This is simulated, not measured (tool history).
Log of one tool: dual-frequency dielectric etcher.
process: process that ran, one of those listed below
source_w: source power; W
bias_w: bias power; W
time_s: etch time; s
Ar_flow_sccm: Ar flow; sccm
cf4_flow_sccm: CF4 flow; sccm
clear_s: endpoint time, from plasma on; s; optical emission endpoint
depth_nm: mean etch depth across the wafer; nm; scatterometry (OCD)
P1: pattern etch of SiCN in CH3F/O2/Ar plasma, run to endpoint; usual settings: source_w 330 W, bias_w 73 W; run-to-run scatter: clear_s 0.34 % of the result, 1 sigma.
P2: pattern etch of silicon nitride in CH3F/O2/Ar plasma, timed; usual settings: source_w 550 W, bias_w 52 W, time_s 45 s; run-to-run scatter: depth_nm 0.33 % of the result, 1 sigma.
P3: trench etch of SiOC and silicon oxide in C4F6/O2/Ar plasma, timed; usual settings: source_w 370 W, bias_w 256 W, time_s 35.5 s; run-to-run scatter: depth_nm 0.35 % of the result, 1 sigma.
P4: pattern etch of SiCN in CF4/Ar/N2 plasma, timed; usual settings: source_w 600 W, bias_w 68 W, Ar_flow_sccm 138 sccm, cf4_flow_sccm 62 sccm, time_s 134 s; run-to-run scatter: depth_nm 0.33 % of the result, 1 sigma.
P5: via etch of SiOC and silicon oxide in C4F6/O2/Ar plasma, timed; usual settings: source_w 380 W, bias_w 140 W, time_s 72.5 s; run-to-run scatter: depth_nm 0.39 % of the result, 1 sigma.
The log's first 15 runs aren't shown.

run	hour	process	source_w	bias_w	time_s	Ar_flow_sccm	cf4_flow_sccm	hours since the last wet clean	hours since the last source power generator calibration	hours since the last bias power generator calibration	clear_s	depth_nm
16	87.1	P4	850	68	134	138	62	152.2	1189.2	843.9		181.39
17	93	P2	550	38	45			158.1	1195.1	849.8		29.182
18	100.7	P1	330	73				165.8	1202.8	857.5	31.016	
19	108	P1	330	44				173.1	1210.1	864.8	36.707	
20	114.5	P1	330	73				179.6	1216.6	871.3	31.106	
21	118.4	P3	370	256	35.5			183.5	1220.5	875.2		77.159
22	122.9	P1	240	73				188	1225	879.7	34.862	
23	128.8	P4	600	68	184	138	62	193.9	1230.9	885.6		183.2
24	136.5	P2	550	52	45			201.6	1238.6	893.3		32.252
25	143.7	P5	380	140	72.5			208.8	1245.8	900.5		72.567
26	150.3	P4	600	83	134	138	62	215.4	1252.4	907.1		143.96
# hour 156.1: wet clean of the chamber
27	157.8	P2	550	52	45			1.7	1259.9	914.6		31.998
28	163.1	P1	420	73				7	1265.2	919.9	28.321	
29	168.6	P4	600	68	134	138	62	12.5	1270.7	925.4		133.34
30	172.8	P4	600	68	134	89	62	16.7	1274.9	929.6		143.8
31	176.6	P2	550	52	25.5			20.5	1278.7	933.4		18.178
32	182.8	P3	280	256	35.5			26.7	1284.9	939.6		69.426
33	190.4	P1	330	73				34.3	1292.5	947.2	30.985	
34	194.2	P1	330	73				38.1	1296.3	951	30.855	
35	200.1	P1	330	73				44	1302.2	956.9	30.815	
36	206.1	P1	330	73				50	1308.2	962.9	30.559	
37	213.5	P1	330	73				57.4	1315.6	970.3	30.645	
38	220.6	P1	330	73				64.5	1322.7	977.4	30.311	
# hour 225.7: wet clean of the chamber
39	227.5	P1	330	73				1.9	1329.6	984.3	30.463	
40	233.7	P1	330	73				8.1	1335.8	990.5	30.452	

Run 41 comes next. What will it give?
41	241.1	P1	330	73				15.5	1343.2	997.9	?	

Run 41 gave clear_s 30.585 s.

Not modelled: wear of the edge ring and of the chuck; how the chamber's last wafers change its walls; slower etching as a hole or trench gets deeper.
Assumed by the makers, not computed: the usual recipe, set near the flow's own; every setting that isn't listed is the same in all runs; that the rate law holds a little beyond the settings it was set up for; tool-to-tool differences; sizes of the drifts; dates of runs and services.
